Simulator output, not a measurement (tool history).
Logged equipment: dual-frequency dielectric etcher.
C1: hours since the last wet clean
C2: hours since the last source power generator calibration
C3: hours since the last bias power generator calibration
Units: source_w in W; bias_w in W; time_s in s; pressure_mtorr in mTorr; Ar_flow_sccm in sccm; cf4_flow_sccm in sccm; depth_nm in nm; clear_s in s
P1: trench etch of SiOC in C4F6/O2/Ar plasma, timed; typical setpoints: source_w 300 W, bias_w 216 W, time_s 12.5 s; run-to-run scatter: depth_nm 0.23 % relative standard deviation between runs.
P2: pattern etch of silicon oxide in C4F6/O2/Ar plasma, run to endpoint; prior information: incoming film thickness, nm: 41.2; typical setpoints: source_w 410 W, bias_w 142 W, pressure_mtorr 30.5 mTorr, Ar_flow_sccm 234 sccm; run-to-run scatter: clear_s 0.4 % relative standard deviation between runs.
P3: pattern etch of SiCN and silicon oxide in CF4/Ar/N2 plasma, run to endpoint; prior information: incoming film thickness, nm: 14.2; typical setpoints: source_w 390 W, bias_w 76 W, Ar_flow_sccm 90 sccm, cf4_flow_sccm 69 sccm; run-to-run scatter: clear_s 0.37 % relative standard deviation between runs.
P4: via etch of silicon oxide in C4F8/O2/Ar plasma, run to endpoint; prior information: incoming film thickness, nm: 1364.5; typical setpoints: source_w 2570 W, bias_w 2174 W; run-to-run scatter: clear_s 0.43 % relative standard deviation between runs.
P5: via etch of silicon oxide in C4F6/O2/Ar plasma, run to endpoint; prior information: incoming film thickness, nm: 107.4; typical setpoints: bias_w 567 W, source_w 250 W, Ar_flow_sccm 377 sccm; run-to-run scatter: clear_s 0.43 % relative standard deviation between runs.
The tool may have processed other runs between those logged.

run 1 hour=10.9 | process=P1 source_w=300 bias_w=216 time_s=12.5 | C1=445.8 C2=766.7 C3=1696.8 | depth_nm=24.053
run 2 hour=17 | process=P2 source_w=410 bias_w=142 pressure_mtorr=38.5 Ar_flow_sccm=234 | C1=451.9 C2=772.8 C3=1702.9 | clear_s=13.708
run 3 hour=28.1 | process=P3 source_w=390 bias_w=76 Ar_flow_sccm=90 cf4_flow_sccm=69 | C1=463 C2=783.9 C3=1714 | clear_s=18.57
run 4 hour=38.6 | process=P3 source_w=390 bias_w=76 Ar_flow_sccm=90 cf4_flow_sccm=54 | C1=473.5 C2=794.4 C3=1724.5 | clear_s=19.254
run 5 hour=45.4 | process=P1 source_w=300 bias_w=216 time_s=12.5 | C1=480.3 C2=801.2 C3=1731.3 | depth_nm=24.041
run 6 hour=56 | process=P5 source_w=250 bias_w=567 Ar_flow_sccm=377 | C1=490.9 C2=811.8 C3=1741.9 | clear_s=27.689
run 7 hour=61.7 | process=P1 source_w=240 bias_w=216 time_s=17.5 | C1=496.6 C2=817.5 C3=1747.6 | depth_nm=30.846
run 8 hour=68.8 | process=P4 source_w=3610 bias_w=2174 | C1=503.7 C2=824.6 C3=1754.7 | clear_s=202.07
run 9 hour=75.6 | process=P2 source_w=410 bias_w=142 pressure_mtorr=30.5 Ar_flow_sccm=289 | C1=510.5 C2=831.4 C3=1761.5 | clear_s=13.574
run 10 hour=87 | process=P1 source_w=300 bias_w=216 time_s=12.5 | C1=521.9 C2=842.8 C3=1772.9 | depth_nm=23.924
run 11 hour=95.8 | process=P1 source_w=300 bias_w=164 time_s=12.5 | C1=530.7 C2=851.6 C3=1781.7 | depth_nm=21.901
run 12 hour=101.6 | process=P5 source_w=340 bias_w=567 Ar_flow_sccm=377 | C1=536.5 C2=857.4 C3=1787.5 | clear_s=24.746
run 13 hour=111.5 | process=P1 source_w=170 bias_w=216 time_s=12.5 | C1=546.4 C2=867.3 C3=1797.4 | depth_nm=19.351
run 14 hour=117.1 | process=P3 source_w=230 bias_w=76 Ar_flow_sccm=90 cf4_flow_sccm=69 | C1=552 C2=872.9 C3=1803 | clear_s=29.622
run 15 hour=125 | process=P1 source_w=300 bias_w=216 time_s=18 | C1=559.9 C2=880.8 C3=1810.9 | depth_nm=34.553
run 16 hour=135.1 | process=P4 source_w=2570 bias_w=2174 | C1=570 C2=890.9 C3=1821 | clear_s=233.25
run 17 hour=143.6 | process=P2 source_w=410 bias_w=142 pressure_mtorr=30.5 Ar_flow_sccm=234 | C1=578.5 C2=899.4 C3=1829.5 | clear_s=13.366
run 18 hour=154.7 | process=P1 source_w=380 bias_w=216 time_s=12.5 | C1=589.6 C2=910.5 C3=1840.6 | depth_nm=26.195
run 19 hour=162.2 | process=P1 source_w=300 bias_w=216 time_s=7.5 | C1=597.1 C2=918 C3=1848.1 | depth_nm=14.398
run 20 hour=173.4 | process=P5 source_w=250 bias_w=356 Ar_flow_sccm=377 | C1=608.3 C2=929.2 C3=1859.3 | clear_s=32.982
run 21 hour=182.7 | process=P1 source_w=370 bias_w=148 time_s=12.5 | C1=617.6 C2=938.5 C3=1868.6 | depth_nm=23.014
run 22 hour=188 | process=P4 source_w=2570 bias_w=1262 | C1=622.9 C2=943.8 C3=1873.9 | clear_s=271.24
run 23 hour=198.6 | process=P3 source_w=390 bias_w=76 Ar_flow_sccm=60 cf4_flow_sccm=69 | C1=633.5 C2=954.4 C3=1884.5 | clear_s=17.554
run 24 hour=206.6 | process=P2 source_w=410 bias_w=142 pressure_mtorr=30.5 Ar_flow_sccm=234 | C1=641.5 C2=962.4 C3=1892.5 | clear_s=13.262
run 25 hour=214.2 | process=P1 source_w=390 bias_w=281 time_s=12.5 | C1=649.1 C2=970 C3=1900.1 | depth_nm=28.9
run 26 hour=222.2 | process=P1 source_w=300 bias_w=281 time_s=12.5 | C1=657.1 C2=978 C3=1908.1 | depth_nm=26.224
run 27 hour=230.5 | process=P3 source_w=390 bias_w=76 Ar_flow_sccm=90 cf4_flow_sccm=69 | C1=665.4 C2=986.3 C3=1916.4 | clear_s=18.6
run 28 hour=235.9 | process=P2 source_w=410 bias_w=201 pressure_mtorr=30.5 Ar_flow_sccm=234 | C1=670.8 C2=991.7 C3=1921.8 | clear_s=11.928
run 29 hour=243.6 | process=P1 source_w=300 bias_w=216 time_s=12.5 | C1=678.5 C2=999.4 C3=1929.5 | depth_nm=23.913

Run 30 has not been measured yet. What should we expect?
run 30 hour=248.9 | process=P3 source_w=390 bias_w=45 Ar_flow_sccm=90 cf4_flow_sccm=69 | C1=683.8 C2=1004.7 C3=1934.8 | clear_s=?

Run 30 came out at clear_s 22.024 s.

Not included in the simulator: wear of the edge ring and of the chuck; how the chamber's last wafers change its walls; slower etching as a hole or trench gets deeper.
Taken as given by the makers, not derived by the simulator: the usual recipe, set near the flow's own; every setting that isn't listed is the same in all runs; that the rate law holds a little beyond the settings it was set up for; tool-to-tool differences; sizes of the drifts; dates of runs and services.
